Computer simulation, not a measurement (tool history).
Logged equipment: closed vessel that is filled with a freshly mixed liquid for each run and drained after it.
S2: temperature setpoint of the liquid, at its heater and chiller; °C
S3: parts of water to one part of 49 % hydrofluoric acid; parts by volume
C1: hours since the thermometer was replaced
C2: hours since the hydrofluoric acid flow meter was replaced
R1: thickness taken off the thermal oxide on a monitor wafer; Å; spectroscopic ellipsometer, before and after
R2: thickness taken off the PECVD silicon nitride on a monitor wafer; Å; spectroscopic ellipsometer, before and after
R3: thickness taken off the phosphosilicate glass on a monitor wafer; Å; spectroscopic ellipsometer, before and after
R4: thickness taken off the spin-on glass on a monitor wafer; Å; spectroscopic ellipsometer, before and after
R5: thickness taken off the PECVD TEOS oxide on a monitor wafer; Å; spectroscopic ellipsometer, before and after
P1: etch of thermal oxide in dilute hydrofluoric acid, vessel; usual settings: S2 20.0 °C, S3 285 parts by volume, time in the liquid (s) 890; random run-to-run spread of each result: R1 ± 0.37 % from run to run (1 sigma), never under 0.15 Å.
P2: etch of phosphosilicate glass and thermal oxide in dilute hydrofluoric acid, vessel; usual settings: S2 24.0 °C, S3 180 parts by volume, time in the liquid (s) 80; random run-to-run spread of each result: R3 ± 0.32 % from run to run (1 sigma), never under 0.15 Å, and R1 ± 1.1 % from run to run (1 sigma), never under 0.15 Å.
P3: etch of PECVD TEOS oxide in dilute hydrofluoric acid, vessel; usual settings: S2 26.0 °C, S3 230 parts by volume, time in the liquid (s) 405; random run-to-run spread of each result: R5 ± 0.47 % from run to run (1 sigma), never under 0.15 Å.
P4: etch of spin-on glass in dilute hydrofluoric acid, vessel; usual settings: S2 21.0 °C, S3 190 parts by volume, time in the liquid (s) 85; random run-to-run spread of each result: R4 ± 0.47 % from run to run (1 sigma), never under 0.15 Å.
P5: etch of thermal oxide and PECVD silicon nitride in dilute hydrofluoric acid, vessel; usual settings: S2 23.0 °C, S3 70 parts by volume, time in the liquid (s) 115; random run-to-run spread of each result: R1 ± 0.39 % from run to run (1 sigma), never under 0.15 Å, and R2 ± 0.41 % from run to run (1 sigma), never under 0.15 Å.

run 1 hour=5.6 | process_that_ran=P1 S2=20.0 S3=285 time_in_the_liquid_(s)=890 | C1=564.5 C2=774.1 | R1=104.1300
run 2 hour=10.6 | process_that_ran=P5 S2=23.0 S3=70 time_in_the_liquid_(s)=115 | C1=569.5 C2=779.1 | R1=78.7180 R2=53.462
run 3 hour=15.0 | process_that_ran=P2 S2=24.0 S3=105 time_in_the_liquid_(s)=80 | C1=573.9 C2=783.5 | R1=33.7450 R3=840.09
run 4 hour=20.7 | process_that_ran=P1 S2=20.0 S3=285 time_in_the_liquid_(s)=890 | C1=579.6 C2=789.2 | R1=104.5200
run 5 hour=23.9 | process_that_ran=P1 S2=20.0 S3=60 time_in_the_liquid_(s)=890 | C1=582.8 C2=792.4 | R1=626.4800
run 6 hour=28.5 | process_that_ran=P2 S2=24.0 S3=180 time_in_the_liquid_(s)=80 | C1=587.4 C2=797.0 | R1=18.6330 R3=448.25
run 7 hour=33.7 | process_that_ran=P4 S2=21.0 S3=190 time_in_the_liquid_(s)=135 | C1=592.6 C2=802.2 | R4=325.15
run 8 hour=39.3 | process_that_ran=P5 S2=23.0 S3=95 time_in_the_liquid_(s)=115 | C1=598.2 C2=807.8 | R1=55.9200 R2=39.496
run 9 hour=44.7 | process_that_ran=P1 S2=20.0 S3=285 time_in_the_liquid_(s)=890 | C1=603.6 C2=813.2 | R1=104.9300
run 10 hour=48.1 | process_that_ran=P1 S2=20.0 S3=285 time_in_the_liquid_(s)=1525 | C1=607.0 C2=816.6 | R1=180.1300
run 11 hour=50.8 | process_that_ran=P3 S2=26.0 S3=230 time_in_the_liquid_(s)=405 | C1=609.7 C2=819.3 | R5=366.79
run 12 hour=55.8 | process_that_ran=P5 S2=23.0 S3=70 time_in_the_liquid_(s)=115 | C1=614.7 C2=824.3 | R1=78.3690 R2=53.379
run 13 hour=60.2 | process_that_ran=P4 S2=21.0 S3=50 time_in_the_liquid_(s)=85 | C1=619.1 C2=828.7 | R4=898.30
run 14 hour=64.8 | process_that_ran=P5 S2=23.0 S3=70 time_in_the_liquid_(s)=215 | C1=623.7 C2=833.3 | R1=145.1000 R2=100.340
run 15 hour=68.3 | process_that_ran=P3 S2=26.0 S3=230 time_in_the_liquid_(s)=755 | C1=627.2 C2=836.8 | R5=695.11
run 16 hour=74.0 | process_that_ran=P2 S2=17.0 S3=180 time_in_the_liquid_(s)=80 | C1=632.9 C2=842.5 | R1=13.8300 R3=342.22
run 17 hour=79.5 | process_that_ran=P3 S2=31.5 S3=230 time_in_the_liquid_(s)=405 | C1=638.4 C2=848.0 | R5=449.24
run 18 hour=85.4 | process_that_ran=P2 S2=24.0 S3=180 time_in_the_liquid_(s)=80 | C1=644.3 C2=853.9 | R1=18.5490 R3=451.42
run 19 hour=91.2 | process_that_ran=P1 S2=20.0 S3=285 time_in_the_liquid_(s)=890 | C1=650.1 C2=859.7 | R1=105.3400
run 20 hour=94.4 | process_that_ran=P1 S2=20.0 S3=445 time_in_the_liquid_(s)=890 | C1=653.3 C2=862.9 | R1=58.4690
run 21 hour=100.2 | process_that_ran=P1 S2=24.5 S3=285 time_in_the_liquid_(s)=230 | C1=659.1 C2=868.7 | R1=31.7680
run 22 hour=104.5 | process_that_ran=P3 S2=26.0 S3=375 time_in_the_liquid_(s)=405 | C1=663.4 C2=873.0 | R5=194.57
run 23 hour=109.6 | process_that_ran=P4 S2=21.0 S3=190 time_in_the_liquid_(s)=85 | C1=668.5 C2=878.1 | R4=202.37
run 24 hour=112.6 | process_that_ran=P2 S2=24.0 S3=180 time_in_the_liquid_(s)=30 | C1=671.5 C2=881.1 | R1=6.9551 R3=169.12
run 25 hour=117.8 | process_that_ran=P5 S2=18.0 S3=70 time_in_the_liquid_(s)=115 | C1=676.7 C2=886.3 | R1=63.7330 R2=38.053
run 26 hour=122.7 | process_that_ran=P1 S2=20.0 S3=285 time_in_the_liquid_(s)=890 | C1=681.6 C2=891.2 | R1=104.5100
run 27 hour=128.6 | process_that_ran=P1 S2=20.0 S3=285 time_in_the_liquid_(s)=40 | C1=687.5 C2=897.1 | R1=5.0365
run 28 hour=133.9 | process_that_ran=P1 S2=24.0 S3=285 time_in_the_liquid_(s)=890 | C1=692.8 C2=902.4 | R1=121.1100
run 29 hour=139.1 | process_that_ran=P4 S2=28.5 S3=190 time_in_the_liquid_(s)=85 | C1=698.0 C2=907.6 | R4=268.50
run 30 hour=144.9 | process_that_ran=P1 S2=20.0 S3=285 time_in_the_liquid_(s)=890 | C1=703.8 C2=913.4 | R1=105.3900
run 31 hour=147.6 | process_that_ran=P1 S2=17.0 S3=285 time_in_the_liquid_(s)=890 | C1=706.5 C2=916.1 | R1=93.4640
run 32 hour=151.9 | process_that_ran=P1 S2=20.0 S3=285 time_in_the_liquid_(s)=890 | C1=710.8 C2=920.4 | R1=103.9800
run 33 hour=155.7 | process_that_ran=P1 S2=20.0 S3=285 time_in_the_liquid_(s)=890 | C1=714.6 C2=924.2 | R1=108.1500
run 34 hour=160.5 | process_that_ran=P1 S2=20.0 S3=285 time_in_the_liquid_(s)=890 | C1=719.4 C2=929.0 | R1=109.2700
run 35 hour=164.4 | process_that_ran=P1 S2=20.0 S3=285 time_in_the_liquid_(s)=890 | C1=723.3 C2=932.9 | R1=110.3500
run 36 hour=167.9 | process_that_ran=P1 S2=20.0 S3=285 time_in_the_liquid_(s)=890 | C1=726.8 C2=936.4 | R1=111.0100
run 37 hour=171.7 | process_that_ran=P1 S2=20.0 S3=285 time_in_the_liquid_(s)=890 | C1=730.6 C2=940.2 | R1=110.3100
run 38 hour=174.8 | process_that_ran=P1 S2=20.0 S3=285 time_in_the_liquid_(s)=890 | C1=733.7 C2=943.3 | R1=111.0700

Compared with where it was, what P1 gives has crept away. Each cause listed below fits the log as well as the rest, at the size given for it:
A: liquid hotter than its thermometer reads (K) = 1.66
B: hydrofluoric acid flow above the setpoint (%) = 4.92
Creep in the process output first set in at about hour 151.9.

4 check runs are offered, one wafer each, their results left as question marks. Which one tells the causes apart?
run check 1 hour=177.9 | process_that_ran=P2 S2=24.0 S3=180 time_in_the_liquid_(s)=80 | R1=? R3=?
run check 2 hour=177.9 | process_that_ran=P3 S2=26.0 S3=230 time_in_the_liquid_(s)=405 | R5=?
run check 3 hour=177.9 | process_that_ran=P4 S2=21.0 S3=190 time_in_the_liquid_(s)=85 | R4=?
run check 4 hour=177.9 | process_that_ran=P5 S2=23.0 S3=70 time_in_the_liquid_(s)=115 | R1=? R2=?

Check results expected under each cause:
check=check_1 result=R1 if_A=19.3600 if_B=19.2780
check=check_1 result=R3 if_A=478.33 if_B=476.29
check=check_2 result=R5 if_A=393.91 if_B=394.54
check=check_3 result=R4 if_A=215.78 if_B=214.47
check=check_4 result=R1 if_A=83.9200 if_B=82.6520
check=check_4 result=R2 if_A=59.773 if_B=56.071
Smallest distance between any two causes, each pair judged by its most separating result, in per cent: check 1 0.43 %; check 2 0.16 %; check 3 0.61 %; check 4 6.39 %
Only in check 4 would the causes give clearly different results; in the remaining checks their results would be nearly the same.

With check 4 done, the readings were: R1 82.5380 Å; R2 56.264 Å. Identify which of the listed causes applies.

The correct cause is B, namely: hydrofluoric acid flow above the setpoint (%).
